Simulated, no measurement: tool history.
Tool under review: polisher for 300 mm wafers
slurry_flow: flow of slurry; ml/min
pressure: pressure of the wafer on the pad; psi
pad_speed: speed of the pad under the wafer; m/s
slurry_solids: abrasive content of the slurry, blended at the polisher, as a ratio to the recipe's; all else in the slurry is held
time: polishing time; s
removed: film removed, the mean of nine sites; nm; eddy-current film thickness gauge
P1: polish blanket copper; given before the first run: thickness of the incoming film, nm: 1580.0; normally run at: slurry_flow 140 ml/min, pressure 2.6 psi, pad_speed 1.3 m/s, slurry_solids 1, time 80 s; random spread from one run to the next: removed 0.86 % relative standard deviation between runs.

| run | hour | slurry_flow | pressure | pad_speed | slurry_solids | time | wafers polished on this pad | hours since the slurry nozzle was cleaned | hours since the head pressure was calibrated | hours since the slurry blender was calibrated | removed |
|---|---|---|---|---|---|---|---|---|---|---|---|
| 1 | 6.2 | 140 | 2.6 | 1.3 | 1 | 80 | 502 | 188.5 | 821.4 | 146.1 | 302.54 |
| 2 | 11.9 | 140 | 2.6 | 1.3 | 1 | 80 | 559 | 194.2 | 827.1 | 151.8 | 302.75 |
| 3 | 17.9 | 140 | 2.6 | 0.96 | 1 | 80 | 618 | 200.2 | 833.1 | 157.8 | 225.62 |
| 4 | 25.6 | 140 | 2.6 | 1.3 | 1 | 36 | 694 | 207.9 | 840.8 | 165.5 | 136.97 |
| 5 | 32.8 | 140 | 2.6 | 1.3 | 0.65 | 80 | 766 | 215.1 | 848 | 172.7 | 279.56 |
| 6 | 38.1 | 140 | 2.6 | 1.3 | 1 | 80 | 818 | 220.4 | 853.3 | 178 | 300.89 |
| 7 | 42.5 | 185 | 2.6 | 0.94 | 1 | 80 | 862 | 224.8 | 857.7 | 182.4 | 228.67 |
|  | 45.5 | head pressure recalibrated |
| 8 | 48.5 | 140 | 2.6 | 1.3 | 1 | 80 | 921 | 230.8 | 3.1 | 188.4 | 303.26 |
| 9 | 54.3 | 140 | 3.8 | 1.3 | 1 | 80 | 978 | 236.6 | 8.9 | 194.2 | 444.91 |
| 10 | 61.5 | 140 | 2.6 | 1.94 | 1 | 80 | 1050 | 243.8 | 16.1 | 201.4 | 455.21 |
| 11 | 68.8 | 190 | 2.6 | 1.3 | 1 | 80 | 1122 | 251.1 | 23.4 | 208.7 | 316.52 |
| 12 | 75.3 | 140 | 2.6 | 1.3 | 1 | 80 | 1186 | 257.6 | 29.9 | 215.2 | 303.75 |
| 13 | 81.4 | 140 | 2.6 | 1.3 | 1.5 | 80 | 1247 | 263.7 | 36 | 221.3 | 332.02 |
| 14 | 87.8 | 140 | 2.6 | 1.3 | 1 | 125 | 1310 | 270.1 | 42.4 | 227.7 | 476.55 |
| 15 | 96.3 | 140 | 1.2 | 1.3 | 1 | 80 | 1394 | 278.6 | 50.9 | 236.2 | 139.91 |
| 16 | 101 | 85 | 2.6 | 1.3 | 1 | 80 | 1441 | 283.3 | 55.6 | 240.9 | 268.63 |
| 17 | 105.1 | 140 | 2.6 | 1.8 | 0.6 | 80 | 1481 | 287.4 | 59.7 | 245 | 374.37 |
| 18 | 113.1 | 140 | 2.6 | 1.3 | 1 | 80 | 1560 | 295.4 | 67.7 | 253 | 304.06 |
| 19 | 121.3 | 140 | 2.6 | 1.3 | 1 | 80 | 1641 | 303.6 | 75.9 | 261.2 | 290.07 |
| 20 | 126.9 | 140 | 2.6 | 1.3 | 1 | 80 | 1697 | 309.2 | 81.5 | 266.8 | 280.5 |
| 21 | 133 | 140 | 2.6 | 1.3 | 1 | 80 | 1757 | 315.3 | 87.6 | 272.9 | 272.21 |
| 22 | 139.8 | 140 | 2.6 | 1.3 | 1 | 80 | 1825 | 322.1 | 94.4 | 279.7 | 274.92 |
| 23 | 146.1 | 140 | 2.6 | 1.3 | 1 | 80 | 1887 | 328.4 | 100.7 | 286 | 274.56 |
|  | 147.2 | slurry blender recalibrated |
|  | 148.3 | head pressure recalibrated |
| 24 | 154.1 | 140 | 2.6 | 1.3 | 1 | 80 | 1966 | 336.4 | 5.8 | 7 | 271.19 |
| 25 | 162.1 | 140 | 2.6 | 1.3 | 1 | 80 | 2045 | 344.4 | 13.8 | 15 | 269.97 |

Something has made what P1 gives creep away from where it was; the 2 causes below, each at its own stated size, fit the log equally well:
A: removal rate lost through wear of the pad, % = 10.4
B: slurry flow missing at the pad, % = 37.9
Onset of the creep was near hour 113.1.
Each remaining cause and why it is not a fit:
head's pressure below its setpoint, %: serviced after onset, at hour 148.3, with no recovery of the prior output
abrasive missing from the slurry, %: serviced after onset, at hour 147.2, with no recovery of the prior output

Consider the 4 check runs below, whose results appear as question marks and each of which averages 3 wafers. Which one distinguishes the causes, in that each cause would give it a clearly different result?
| check 1 | 170.1 | 140 | 1.4 | 1.3 | 1 | 42 |  |  |  |  | ? |
| check 2 | 170.1 | 100 | 2.6 | 1.3 | 1 | 120 |  |  |  |  | ? |
| check 3 | 170.1 | 140 | 2.6 | 1.94 | 1 | 114 |  |  |  |  | ? |
| check 4 | 170.1 | 140 | 3.7 | 1.3 | 1.45 | 80 |  |  |  |  | ? |

What every check run would give for each of its results, assuming each possible cause in turn:
| check | result | if A | if B |
|---|---|---|---|
| check 1 | removed | 76.805 | 76.839 |
| check 2 | removed | 379.11 | 365.39 |
| check 3 | removed | 577.76 | 578.02 |
| check 4 | removed | 419.41 | 419.59 |
Per-check spread between the two closest causes, in the result where they differ most: check 1 0.04 %; check 2 3.69 %; check 3 0.04 %; check 4 0.04 %
Check 2 distinguishes between the causes, while the remaining checks would return nearly the same result for all of them.

Check 2 has now been run. It gave: removed 379.42 nm. Which of the candidate causes is it?

The cause is A: removal rate lost through wear of the pad, %.
